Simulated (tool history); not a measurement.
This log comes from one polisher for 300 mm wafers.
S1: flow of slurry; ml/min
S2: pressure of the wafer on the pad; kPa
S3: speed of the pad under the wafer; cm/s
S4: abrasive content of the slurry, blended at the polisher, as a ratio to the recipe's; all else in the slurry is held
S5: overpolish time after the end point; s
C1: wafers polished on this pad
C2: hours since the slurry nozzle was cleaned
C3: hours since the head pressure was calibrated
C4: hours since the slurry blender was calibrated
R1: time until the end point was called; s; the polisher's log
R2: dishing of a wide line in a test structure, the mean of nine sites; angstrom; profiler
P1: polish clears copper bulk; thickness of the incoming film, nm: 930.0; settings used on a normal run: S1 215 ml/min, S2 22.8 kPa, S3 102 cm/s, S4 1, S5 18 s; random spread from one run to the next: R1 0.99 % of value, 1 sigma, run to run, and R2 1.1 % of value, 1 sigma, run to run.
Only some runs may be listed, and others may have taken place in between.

Run 1, hour 4: S1 215 ml/min, S2 22.8 kPa, S3 102 cm/s, S4 1, S5 18 s; C1 322; C2 382.9; C3 810.9; C4 106.7. Result: R1 85.015 s, R2 838.31 angstrom.
Run 2, hour 7.4: S1 280 ml/min, S2 11 kPa, S3 102 cm/s, S4 1, S5 18 s; C1 344; C2 386.3; C3 814.3; C4 110.1. Result: R1 170.06 s, R2 503.97 angstrom.
Run 3, hour 11.9: S1 215 ml/min, S2 22.8 kPa, S3 102 cm/s, S4 0.75, S5 18 s; C1 373; C2 390.8; C3 818.8; C4 114.6. Result: R1 91.558 s, R2 826.57 angstrom.
Run 4, hour 17: S1 215 ml/min, S2 22.8 kPa, S3 102 cm/s, S4 1.4, S5 18 s; C1 407; C2 395.9; C3 823.9; C4 119.7. Result: R1 78.546 s, R2 868.31 angstrom.
Run 5, hour 20.3: S1 215 ml/min, S2 22.8 kPa, S3 102 cm/s, S4 1, S5 9 s; C1 428; C2 399.2; C3 827.2; C4 123. Result: R1 85.881 s, R2 553.9 angstrom.
Run 6, hour 24.5: S1 215 ml/min, S2 22.8 kPa, S3 102 cm/s, S4 1, S5 18 s; C1 455; C2 403.4; C3 831.4; C4 127.2. Result: R1 85.805 s, R2 834.35 angstrom.
Run 7, hour 30.5: S1 215 ml/min, S2 22.8 kPa, S3 102 cm/s, S4 1, S5 18 s; C1 494; C2 409.4; C3 837.4; C4 133.2. Result: R1 86.895 s, R2 845.1 angstrom.
At hour 34.9: head pressure recalibrated.
Run 8, hour 36.8: S1 215 ml/min, S2 11.7 kPa, S3 102 cm/s, S4 1, S5 18 s; C1 535; C2 415.7; C3 1.9; C4 139.5. Result: R1 164.69 s, R2 531.59 angstrom.
At hour 36.9: slurry blender recalibrated.
Run 9, hour 40.9: S1 215 ml/min, S2 22.8 kPa, S3 48 cm/s, S4 1, S5 18 s; C1 562; C2 419.8; C3 6; C4 4.1. Result: R1 181.87 s, R2 540.52 angstrom.
Run 10, hour 45.3: S1 215 ml/min, S2 22.8 kPa, S3 154 cm/s, S4 1, S5 18 s; C1 590; C2 424.2; C3 10.4; C4 8.5. Result: R1 57.928 s, R2 990.41 angstrom.
Run 11, hour 50.1: S1 215 ml/min, S2 35.9 kPa, S3 102 cm/s, S4 1, S5 18 s; C1 622; C2 429; C3 15.2; C4 13.3. Result: R1 55.558 s, R2 1091.7 angstrom.
Run 12, hour 53.8: S1 310 ml/min, S2 22.8 kPa, S3 102 cm/s, S4 1, S5 18 s; C1 646; C2 432.7; C3 18.9; C4 17. Result: R1 83.145 s, R2 864.28 angstrom.
Run 13, hour 56.7: S1 130 ml/min, S2 22.8 kPa, S3 102 cm/s, S4 1, S5 18 s; C1 665; C2 435.6; C3 21.8; C4 19.9. Result: R1 93.898 s, R2 812.58 angstrom.
Run 14, hour 60.1: S1 215 ml/min, S2 22.8 kPa, S3 102 cm/s, S4 1, S5 31 s; C1 687; C2 439; C3 25.2; C4 23.3. Result: R1 85.802 s, R2 1017.3 angstrom.
Run 15, hour 65.1: S1 215 ml/min, S2 22.8 kPa, S3 102 cm/s, S4 1, S5 18 s; C1 719; C2 444; C3 30.2; C4 28.3. Result: R1 86.727 s, R2 846.42 angstrom.
At hour 69.1: worn pad replaced by a new one.
Run 16, hour 70.9: S1 215 ml/min, S2 22.8 kPa, S3 102 cm/s, S4 1, S5 18 s; C1 11; C2 449.8; C3 36; C4 34.1. Result: R1 85.19 s, R2 854.2 angstrom.
Run 17, hour 74.7: S1 215 ml/min, S2 22.8 kPa, S3 102 cm/s, S4 1, S5 18 s; C1 36; C2 453.6; C3 39.8; C4 37.9. Result: R1 86.787 s, R2 849.59 angstrom.
Run 18, hour 81.1: S1 215 ml/min, S2 22.8 kPa, S3 102 cm/s, S4 1, S5 18 s; C1 78; C2 460; C3 46.2; C4 44.3. Result: R1 85.076 s, R2 837.9 angstrom.
Run 19, hour 86.2: S1 215 ml/min, S2 22.8 kPa, S3 102 cm/s, S4 1, S5 18 s; C1 111; C2 465.1; C3 51.3; C4 49.4. Result: R1 88.701 s, R2 825.3 angstrom.
Run 20, hour 91.7: S1 215 ml/min, S2 22.8 kPa, S3 102 cm/s, S4 1, S5 18 s; C1 146; C2 470.6; C3 56.8; C4 54.9. Result: R1 90.855 s, R2 834.67 angstrom.
Run 21, hour 97.7: S1 215 ml/min, S2 22.8 kPa, S3 102 cm/s, S4 1, S5 18 s; C1 185; C2 476.6; C3 62.8; C4 60.9. Result: R1 91.571 s, R2 825.04 angstrom.
Run 22, hour 102.2: S1 215 ml/min, S2 22.8 kPa, S3 102 cm/s, S4 1, S5 18 s; C1 215; C2 481.1; C3 67.3; C4 65.4. Result: R1 92.278 s, R2 835.3 angstrom.
Run 23, hour 106.2: S1 215 ml/min, S2 22.8 kPa, S3 102 cm/s, S4 1, S5 18 s; C1 241; C2 485.1; C3 71.3; C4 69.4. Result: R1 91.831 s, R2 817.51 angstrom.
At hour 106.7: worn pad replaced by a new one.
At hour 107.9: head pressure recalibrated.
Run 24, hour 111.1: S1 215 ml/min, S2 22.8 kPa, S3 102 cm/s, S4 1, S5 18 s; C1 29; C2 490; C3 3.3; C4 74.3. Result: R1 94.164 s, R2 822.67 angstrom.
Run 25, hour 114.9: S1 215 ml/min, S2 22.8 kPa, S3 102 cm/s, S4 1, S5 18 s; C1 53; C2 493.8; C3 7.1; C4 78.1. Result: R1 90.522 s, R2 809.54 angstrom.
Run 26, hour 118.9: S1 215 ml/min, S2 22.8 kPa, S3 102 cm/s, S4 1, S5 18 s; C1 79; C2 497.8; C3 11.1; C4 82.1. Result: R1 93.425 s, R2 805.48 angstrom.

What P1 gives has crept off from where it sat before. The 2 causes that follow fit the log equally well, each at the size noted:
A: abrasive missing from the slurry, % = 30.1
B: slurry flow missing at the pad, % = 38.1
The drift started at roughly hour 81.1.
All other causes, with the reason each is excluded:
removal rate lost through wear of the pad, %: serviced at hour 106.7, which brought nothing back
head's pressure below its setpoint, %: serviced at hour 107.9, which brought nothing back

4 check runs are offered, each on 3 wafers whose results are averaged, their results left as question marks. Which one tells the causes apart?
Run check 1, hour 122.9: S1 215 ml/min, S2 22.8 kPa, S3 52 cm/s, S4 1, S5 18 s. Result: R1 ?, R2 ?.
Run check 2, hour 122.9: S1 215 ml/min, S2 22.8 kPa, S3 102 cm/s, S4 1.25, S5 29 s. Result: R1 ?, R2 ?.
Run check 3, hour 122.9: S1 130 ml/min, S2 22.8 kPa, S3 102 cm/s, S4 1, S5 18 s. Result: R1 ?, R2 ?.
Run check 4, hour 122.9: S1 215 ml/min, S2 22.8 kPa, S3 102 cm/s, S4 1.35, S5 18 s. Result: R1 ?, R2 ?.

Expected result of each check under each candidate cause:
  check  result    if A    if B
check 1      R1  181.67  181.64
check 1      R2  535.48  535.54
check 2      R1  88.415   88.22
check 2      R2   999.1  999.75
check 3      R1  100.28  104.69
check 3      R2  778.32  760.43
check 4      R1  86.986  86.733
check 4      R2  836.33  837.49
Per check, the gap between the least separated pair of causes, taken in the result that splits them most: check 1 0.02 %; check 2 0.22 %; check 3 4.31 %; check 4 0.29 %
Only check 3 tells the causes apart: in the others they would give nearly the same result.

Check 3 was carried out, with these results: R1 103.55 s; R2 769.41 angstrom. Which of the listed causes is responsible?

The correct cause is B, namely: slurry flow missing at the pad, %.
